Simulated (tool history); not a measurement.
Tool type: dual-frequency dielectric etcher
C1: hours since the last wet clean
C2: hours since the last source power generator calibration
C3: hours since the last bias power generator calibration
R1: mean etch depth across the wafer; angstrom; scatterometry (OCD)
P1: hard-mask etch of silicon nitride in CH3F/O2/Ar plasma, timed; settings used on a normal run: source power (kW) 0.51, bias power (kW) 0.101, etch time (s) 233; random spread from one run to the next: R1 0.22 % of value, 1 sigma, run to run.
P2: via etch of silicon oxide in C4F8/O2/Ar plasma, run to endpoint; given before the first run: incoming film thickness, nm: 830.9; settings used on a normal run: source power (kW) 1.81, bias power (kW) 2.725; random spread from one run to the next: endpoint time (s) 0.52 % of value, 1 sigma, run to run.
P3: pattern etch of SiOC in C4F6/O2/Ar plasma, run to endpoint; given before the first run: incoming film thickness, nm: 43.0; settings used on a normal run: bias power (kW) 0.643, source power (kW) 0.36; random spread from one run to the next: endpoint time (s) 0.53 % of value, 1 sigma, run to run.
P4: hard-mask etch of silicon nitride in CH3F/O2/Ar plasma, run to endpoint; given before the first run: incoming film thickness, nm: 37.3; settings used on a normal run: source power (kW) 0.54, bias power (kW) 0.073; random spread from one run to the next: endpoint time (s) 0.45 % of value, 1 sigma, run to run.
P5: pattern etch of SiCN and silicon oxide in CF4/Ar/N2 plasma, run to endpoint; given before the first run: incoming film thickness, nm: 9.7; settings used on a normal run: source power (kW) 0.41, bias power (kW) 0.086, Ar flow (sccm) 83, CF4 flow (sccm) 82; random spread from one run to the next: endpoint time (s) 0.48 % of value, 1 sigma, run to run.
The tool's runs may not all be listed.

run 1 day=0.442 | process_that_ran=P1 source_power_(kW)=0.51 bias_power_(kW)=0.101 etch_time_(s)=233 | C1=257.6 C2=690.4 C3=1157.3 | R1=2114.4
run 2 day=0.962 | process_that_ran=P1 source_power_(kW)=0.51 bias_power_(kW)=0.101 etch_time_(s)=233 | C1=270.1 C2=702.9 C3=1169.8 | R1=2113.7
run 3 day=1.358 | process_that_ran=P4 source_power_(kW)=0.54 bias_power_(kW)=0.073 | C1=279.6 C2=712.4 C3=1179.3 | endpoint_time_(s)=47.238
run 4 day=1.896 | process_that_ran=P1 source_power_(kW)=0.51 bias_power_(kW)=0.101 etch_time_(s)=301.5 | C1=292.5 C2=725.3 C3=1192.2 | R1=2739.3
run 5 day=2.512 | process_that_ran=P2 source_power_(kW)=1.09 bias_power_(kW)=2.725 | C1=307.3 C2=740.1 C3=1207 | endpoint_time_(s)=190.29
run 6 day=3.075 | process_that_ran=P1 source_power_(kW)=0.71 bias_power_(kW)=0.101 etch_time_(s)=150.5 | C1=320.8 C2=753.6 C3=1220.5 | R1=1541.7
run 7 day=3.438 | process_that_ran=P1 source_power_(kW)=0.51 bias_power_(kW)=0.07 etch_time_(s)=233 | C1=329.5 C2=762.3 C3=1229.2 | R1=1857.4
run 8 day=3.796 | process_that_ran=P1 source_power_(kW)=0.37 bias_power_(kW)=0.101 etch_time_(s)=171.5 | C1=338.1 C2=770.9 C3=1237.8 | R1=1381
run 9 day=4.142 | process_that_ran=P4 source_power_(kW)=0.54 bias_power_(kW)=0.073 | C1=346.4 C2=779.2 C3=1246.1 | endpoint_time_(s)=46.684
run 10 day=4.783 | process_that_ran=P1 source_power_(kW)=0.51 bias_power_(kW)=0.101 etch_time_(s)=233 | C1=361.8 C2=794.6 C3=1261.5 | R1=2105.7
run 11 day=5.262 | process_that_ran=P5 source_power_(kW)=0.41 bias_power_(kW)=0.086 Ar_flow_(sccm)=60 CF4_flow_(sccm)=82 | C1=373.3 C2=806.1 C3=1273 | endpoint_time_(s)=10.445
run 12 day=5.825 | process_that_ran=P1 source_power_(kW)=0.69 bias_power_(kW)=0.101 etch_time_(s)=233 | C1=386.8 C2=819.6 C3=1286.5 | R1=2363.9
run 13 day=6.154 | process_that_ran=P5 source_power_(kW)=0.41 bias_power_(kW)=0.055 Ar_flow_(sccm)=83 CF4_flow_(sccm)=82 | C1=394.7 C2=827.5 C3=1294.4 | endpoint_time_(s)=12.53
run 14 day=6.533 | process_that_ran=P3 source_power_(kW)=0.36 bias_power_(kW)=0.396 | C1=403.8 C2=836.6 C3=1303.5 | endpoint_time_(s)=16.019
run 15 day=6.933 | process_that_ran=P1 source_power_(kW)=0.51 bias_power_(kW)=0.101 etch_time_(s)=233 | C1=413.4 C2=846.2 C3=1313.1 | R1=2103.4
run 16 day=7.292 | process_that_ran=P1 source_power_(kW)=0.51 bias_power_(kW)=0.101 etch_time_(s)=233 | C1=422 C2=854.8 C3=1321.7 | R1=2107.1
run 17 day=7.962 | process_that_ran=P4 source_power_(kW)=0.54 bias_power_(kW)=0.048 | C1=438.1 C2=870.9 C3=1337.8 | endpoint_time_(s)=53.903
run 18 day=8.296 | process_that_ran=P2 source_power_(kW)=1.81 bias_power_(kW)=2.725 | C1=446.1 C2=878.9 C3=1345.8 | endpoint_time_(s)=155.75
run 19 day=8.629 | process_that_ran=P2 source_power_(kW)=1.81 bias_power_(kW)=1.879 | C1=454.1 C2=886.9 C3=1353.8 | endpoint_time_(s)=172.28
run 20 day=9.304 | process_that_ran=P1 source_power_(kW)=0.38 bias_power_(kW)=0.101 etch_time_(s)=233 | C1=470.3 C2=903.1 C3=1370 | R1=1885.4
run 21 day=9.721 | process_that_ran=P3 source_power_(kW)=0.47 bias_power_(kW)=0.643 | C1=480.3 C2=913.1 C3=1380 | endpoint_time_(s)=12.212
run 22 day=10.092 | process_that_ran=P4 source_power_(kW)=0.37 bias_power_(kW)=0.073 | C1=489.2 C2=922 C3=1388.9 | endpoint_time_(s)=54.119
run 23 day=10.529 | process_that_ran=P5 source_power_(kW)=0.41 bias_power_(kW)=0.086 Ar_flow_(sccm)=83 CF4_flow_(sccm)=82 | C1=499.7 C2=932.5 C3=1399.4 | endpoint_time_(s)=10.913
run 24 day=10.946 | process_that_ran=P5 source_power_(kW)=0.28 bias_power_(kW)=0.086 Ar_flow_(sccm)=83 CF4_flow_(sccm)=82 | C1=509.7 C2=942.5 C3=1409.4 | endpoint_time_(s)=15.387
run 25 day=11.388 | process_that_ran=P1 source_power_(kW)=0.51 bias_power_(kW)=0.126 etch_time_(s)=233 | C1=520.3 C2=953.1 C3=1420 | R1=2283.2
run 26 day=11.888 | process_that_ran=P3 source_power_(kW)=0.36 bias_power_(kW)=0.643 | C1=532.3 C2=965.1 C3=1432 | endpoint_time_(s)=13.405
run 27 day=12.492 | process_that_ran=P5 source_power_(kW)=0.41 bias_power_(kW)=0.086 Ar_flow_(sccm)=83 CF4_flow_(sccm)=107 | C1=546.8 C2=979.6 C3=1446.5 | endpoint_time_(s)=10.595
run 28 day=12.896 | process_that_ran=P1 source_power_(kW)=0.51 bias_power_(kW)=0.101 etch_time_(s)=138 | C1=556.5 C2=989.3 C3=1456.2 | R1=1249.1
run 29 day=13.367 | process_that_ran=P1 source_power_(kW)=0.51 bias_power_(kW)=0.101 etch_time_(s)=233 | C1=567.8 C2=1000.6 C3=1467.5 | R1=2109.6
run 30 day=13.792 | process_that_ran=P1 source_power_(kW)=0.51 bias_power_(kW)=0.101 etch_time_(s)=233 | C1=578 C2=1010.8 C3=1477.7 | R1=2089.5
run 31 day=14.25 | process_that_ran=P1 source_power_(kW)=0.51 bias_power_(kW)=0.101 etch_time_(s)=233 | C1=589 C2=1021.8 C3=1488.7 | R1=2078.1
run 32 day=14.554 | process_that_ran=P1 source_power_(kW)=0.51 bias_power_(kW)=0.101 etch_time_(s)=233 | C1=596.3 C2=1029.1 C3=1496 | R1=2075.9

What does the tool deliver on the next run?
run 33 day=15.238 | process_that_ran=P1 source_power_(kW)=0.51 bias_power_(kW)=0.101 etch_time_(s)=233 | C1=612.7 C2=1045.5 C3=1512.4 | R1=?

R1: 2079.9 angstrom
